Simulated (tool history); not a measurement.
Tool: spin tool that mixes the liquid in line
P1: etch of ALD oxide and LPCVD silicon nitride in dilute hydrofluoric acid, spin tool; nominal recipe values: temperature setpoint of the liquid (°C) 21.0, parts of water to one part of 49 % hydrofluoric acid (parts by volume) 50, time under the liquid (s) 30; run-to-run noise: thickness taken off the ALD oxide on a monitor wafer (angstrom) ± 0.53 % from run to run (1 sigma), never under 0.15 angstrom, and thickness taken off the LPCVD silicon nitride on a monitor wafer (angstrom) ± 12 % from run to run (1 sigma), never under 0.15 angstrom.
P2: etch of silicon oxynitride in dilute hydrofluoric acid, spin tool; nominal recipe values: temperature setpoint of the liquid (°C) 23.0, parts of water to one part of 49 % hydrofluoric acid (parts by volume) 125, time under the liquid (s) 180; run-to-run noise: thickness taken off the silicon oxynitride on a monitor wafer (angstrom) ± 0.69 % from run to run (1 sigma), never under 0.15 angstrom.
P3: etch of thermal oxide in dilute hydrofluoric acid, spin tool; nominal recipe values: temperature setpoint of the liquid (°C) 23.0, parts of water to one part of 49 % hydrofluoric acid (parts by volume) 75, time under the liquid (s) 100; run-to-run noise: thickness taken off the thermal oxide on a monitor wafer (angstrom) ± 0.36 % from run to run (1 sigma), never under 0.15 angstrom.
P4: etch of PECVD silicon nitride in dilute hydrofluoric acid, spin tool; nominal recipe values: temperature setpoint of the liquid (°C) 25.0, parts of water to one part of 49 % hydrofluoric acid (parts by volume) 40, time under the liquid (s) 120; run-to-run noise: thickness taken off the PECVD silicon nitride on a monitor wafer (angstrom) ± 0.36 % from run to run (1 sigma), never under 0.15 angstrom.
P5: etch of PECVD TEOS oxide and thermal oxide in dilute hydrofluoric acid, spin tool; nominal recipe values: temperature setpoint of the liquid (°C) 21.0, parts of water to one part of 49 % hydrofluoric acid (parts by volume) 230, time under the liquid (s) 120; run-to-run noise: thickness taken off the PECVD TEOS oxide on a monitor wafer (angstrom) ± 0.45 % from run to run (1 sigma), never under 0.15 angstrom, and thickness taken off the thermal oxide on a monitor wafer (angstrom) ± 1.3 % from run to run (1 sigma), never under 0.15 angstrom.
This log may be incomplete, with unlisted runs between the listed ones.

run   hour  process that ran  temperature setpoint of the liquid (°C)  parts of water to one part of 49 % hydrofluoric acid (parts by volume)  time under the liquid (s)  thickness taken off the ALD oxide on a monitor wafer (angstrom)  thickness taken off the LPCVD silicon nitride on a monitor wafer (angstrom)  thickness taken off the PECVD TEOS oxide on a monitor wafer (angstrom)  thickness taken off the thermal oxide on a monitor wafer (angstrom)  thickness taken off the silicon oxynitride on a monitor wafer (angstrom)  thickness taken off the PECVD silicon nitride on a monitor wafer (angstrom)
  1    3.3                P1                                     21.0                                                                      50                         30                                                          181.310                                                                      2.04290
  2    6.9                P5                                     21.0                                                                     230                        215                                                                                                                                                                                                                95.512                                                               33.878
  3   12.5                P2                                     23.0                                                                     125                         90                                                                                                                                                                                                                                                                                                                                                               18.050
  4   16.7                P1                                     21.0                                                                      90                         30                                                           95.773                                                                      1.23370
  5   20.5                P4                                     25.0                                                                      40                        120                                                                                                                                                                                                                                                                                                                                                                                                                                           167.350
  6   26.4                P2                                     23.0                                                                     125                        180                                                                                                                                                                                                                                                                                                                                                               36.138
  7   30.2                P5                                     21.0                                                                     230                        120                                                                                                                                                                                                                53.834                                                               19.492
  8   33.2                P3                                     23.0                                                                      30                        100                                                                                                                                                                                                                                                                                    174.820
  9   37.6                P5                                     21.0                                                                      60                        120                                                                                                                                                                                                               245.840                                                               86.558
 10   43.0                P4                                     25.0                                                                      40                         15                                                                                                                                                                                                                                                                                                                                                                                                                                            20.937
 11   48.4                P2                                     23.0                                                                      65                        180                                                                                                                                                                                                                                                                                                                                                               73.298
 12   52.1                P1                                     21.0                                                                      50                         45                                                          269.500                                                                      2.73800
 13   54.9                P3                                     23.0                                                                      75                        100                                                                                                                                                                                                                                                                                     65.228
 14   61.2                P1                                     21.0                                                                      50                         15                                                           89.956                                                                      0.68448
 15   66.7                P1                                     28.0                                                                      50                         30                                                          240.660                                                                      3.89760
 16   72.5                P1                                     21.0                                                                      50                         30                                                          180.320                                                                      1.68570
 17   76.9                P1                                     21.0                                                                      20                         30                                                          468.940                                                                      5.71040
 18   82.3                P4                                     20.0                                                                      40                        120                                                                                                                                                                                                                                                                                                                                                                                                                                           118.320
 19   87.9                P5                                     28.0                                                                     230                        120                                                                                                                                                                                                                69.345                                                               24.523
 20   92.4                P5                                     21.0                                                                     230                        120                                                                                                                                                                                                                53.744                                                               19.125
 21   96.9                P1                                     21.0                                                                      50                         30                                                          180.610                                                                      1.43320
 22  102.2                P2                                     17.0                                                                     125                        180                                                                                                                                                                                                                                                                                                                                                               27.066
 23  107.3                P4                                     25.0                                                                      60                        120                                                                                                                                                                                                                                                                                                                                                                                                                                           112.170
 24  110.3                P3                                     23.0                                                                      75                        100                                                                                                                                                                                                                                                                                     65.376
 25  113.1                P1                                     21.0                                                                      50                         30                                                          180.740                                                                      2.04520
 26  116.7                P1                                     17.0                                                                      50                         30                                                          151.390                                                                      1.47750
 27  121.4                P1                                     27.5                                                                      50                         15                                                          119.040                                                                      1.29160
 28  126.5                P3                                     23.0                                                                      75                        160                                                                                                                                                                                                                                                                                    104.920
 29  130.8                P1                                     21.0                                                                      50                         30                                                          180.420                                                                      2.36050
 30  134.2                P4                                     25.0                                                                      40                        120                                                                                                                                                                                                                                                                                                                                                                                                                                           168.010
 31  140.1                P1                                     21.0                                                                      50                         30                                                          180.650                                                                      2.04770
 32  146.3                P3                                     27.5                                                                      75                        100                                                                                                                                                                                                                                                                                     79.136
 33  152.6                P1                                     21.0                                                                      50                         30                                                          181.550                                                                      1.77770
 34  156.8                P1                                     21.0                                                                      50                         30                                                          186.410                                                                      2.59240
 35  162.8                P1                                     21.0                                                                      50                         30                                                          189.290                                                                      2.40220
 36  165.8                P1                                     21.0                                                                      50                         30                                                          190.220                                                                      1.90940
 37  170.1                P1                                     21.0                                                                      50                         30                                                          190.250                                                                      2.41970
 38  173.2                P1                                     21.0                                                                      50                         30                                                          191.530                                                                      2.17720
 39  177.4                P1                                     21.0                                                                      50                         30                                                          190.430                                                                      1.65980
 40  182.1                P1                                     21.0                                                                      50                         30                                                          193.260                                                                      2.17350
 41  185.1                P1                                     21.0                                                                      50                         30                                                          191.960                                                                      2.25480
 42  189.7                P1                                     21.0                                                                      50                         30                                                          192.750                                                                      1.73120
 43  195.2                P1                                     21.0                                                                      50                         30                                                          193.240                                                                      2.26490

P1 has crept away from where it was. The log is fitted equally well by each of these 2 causes, at the sizes shown:
A: liquid hotter than its thermometer reads (K) = 1.57
B: hydrofluoric acid flow above the setpoint (%) = 6.39
The creep began at about hour 152.6.

The 4 check runs listed below each average the results of 2 wafers, and their outcomes are marked with question marks. Under which run would the listed causes produce clearly different results?
check 1  200.7                P5                                     27.0                                                                      85                        120                                                                                                                                                                                                                     ?                                                                    ?
check 2  200.7                P2                                     17.0                                                                     125                        180                                                                                                                                                                                                                                                                                                                                                                    ?
check 3  200.7                P3                                     26.5                                                                      75                        150                                                                                                                                                                                                                                                                                          ?
check 4  200.7                P4                                     25.0                                                                      40                         15                                                                                                                                                                                                                                                                                                                                                                                                                                                 ?

If the cause were each of the candidates in turn, the checks would give the following:
  check                                                                       result     if A     if B
check 1       thickness taken off the PECVD TEOS oxide on a monitor wafer (angstrom)  228.340  230.200
check 1          thickness taken off the thermal oxide on a monitor wafer (angstrom)   81.683   82.347
check 2     thickness taken off the silicon oxynitride on a monitor wafer (angstrom)   29.369   29.060
check 3          thickness taken off the thermal oxide on a monitor wafer (angstrom)  120.380  121.150
check 4  thickness taken off the PECVD silicon nitride on a monitor wafer (angstrom)   23.307   22.288
Gap, in per cent, between the two causes that each check separates least, read from the result that separates them most: check 1 0.81 %; check 2 1.06 %; check 3 0.64 %; check 4 4.47 %
Of the check runs offered, only check 4 discriminates between the causes; the rest would read about the same regardless of which cause applies.

Check 4 has now been run. It gave: thickness taken off the PECVD silicon nitride on a monitor wafer (angstrom) 23.302. Which of the candidate causes is it?

It is A: liquid hotter than its thermometer reads (K).
